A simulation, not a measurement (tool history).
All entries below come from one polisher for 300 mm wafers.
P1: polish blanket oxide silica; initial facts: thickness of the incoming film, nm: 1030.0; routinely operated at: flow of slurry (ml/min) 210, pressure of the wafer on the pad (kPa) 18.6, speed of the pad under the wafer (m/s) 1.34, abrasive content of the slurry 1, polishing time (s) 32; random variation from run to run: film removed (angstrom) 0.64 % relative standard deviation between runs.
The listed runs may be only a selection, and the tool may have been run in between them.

run	hour	flow of slurry (ml/min)	pressure of the wafer on the pad (kPa)	speed of the pad under the wafer (m/s)	abrasive content of the slurry	polishing time (s)	wafers polished on this pad	hours since the slurry nozzle was cleaned	hours since the head pressure was calibrated	hours since the slurry blender was calibrated	hours since the conditioning disc was replaced	film removed (angstrom)
1	8.7	210	18.6	1.34	1	32	711	358	186.7	154.8	44.2	861.38
2	17.8	210	28.3	1.34	1	17	825	367.1	195.8	163.9	53.3	701.24
3	27.2	210	18.6	1.34	1	32	943	376.5	205.2	173.3	62.7	873.59
4	34.6	125	18.6	1.34	1	32	1036	383.9	212.6	180.7	70.1	798.21
5	43.9	335	18.6	1.34	1	32	1152	393.2	221.9	190	79.4	905.1
6	48.5	210	18.6	1.34	1.2	32	1210	397.8	226.5	194.6	84	934.29
7	53.9	210	18.6	1	1	32	1278	403.2	231.9	200	89.4	686.61
8	60	210	18.6	1.34	1	21	1354	409.3	238	206.1	95.5	573.74
# hour 66.8: head pressure recalibrated
9	70	210	9	1.34	1	32	1480	419.3	3.3	216.1	105.5	423.76
10	77.1	210	18.6	2.1	1	32	1569	426.4	10.4	223.2	112.6	1231.6
11	85	210	25.5	1.34	1	32	1668	434.3	18.3	231.1	120.5	1203.7
12	94.7	210	18.6	1.34	1	49	1790	444	28	240.8	130.2	1341.3
# hour 97.4: slurry blender recalibrated
13	99.8	210	18.6	1.34	1	32	1854	449.1	33.1	2.4	135.3	870.01
14	106.3	210	18.6	1.34	1	32	1935	455.6	39.6	8.9	141.8	862.04
15	113.7	210	18.6	1.34	0.55	32	2028	463	47	16.3	149.2	633.45
16	120.5	145	18.6	1.34	1.3	32	2113	469.8	53.8	23.1	156	917.68
17	125.7	210	18.6	1.34	1	32	2178	475	59	28.3	161.2	866.76
18	134.3	210	18.6	1.34	1	32	2286	483.6	67.6	36.9	169.8	866.53
19	139.6	210	18.6	1.34	1	32	2353	488.9	72.9	42.2	175.1	842.5
20	145.3	210	18.6	1.34	1	32	2424	494.6	78.6	47.9	180.8	835.05

Forecast run 21:
21	153.7	210	18.6	1.34	1	32	2530	503	87	56.3	189.2	?

{"run 21": {"film removed (angstrom)": 822.82}}
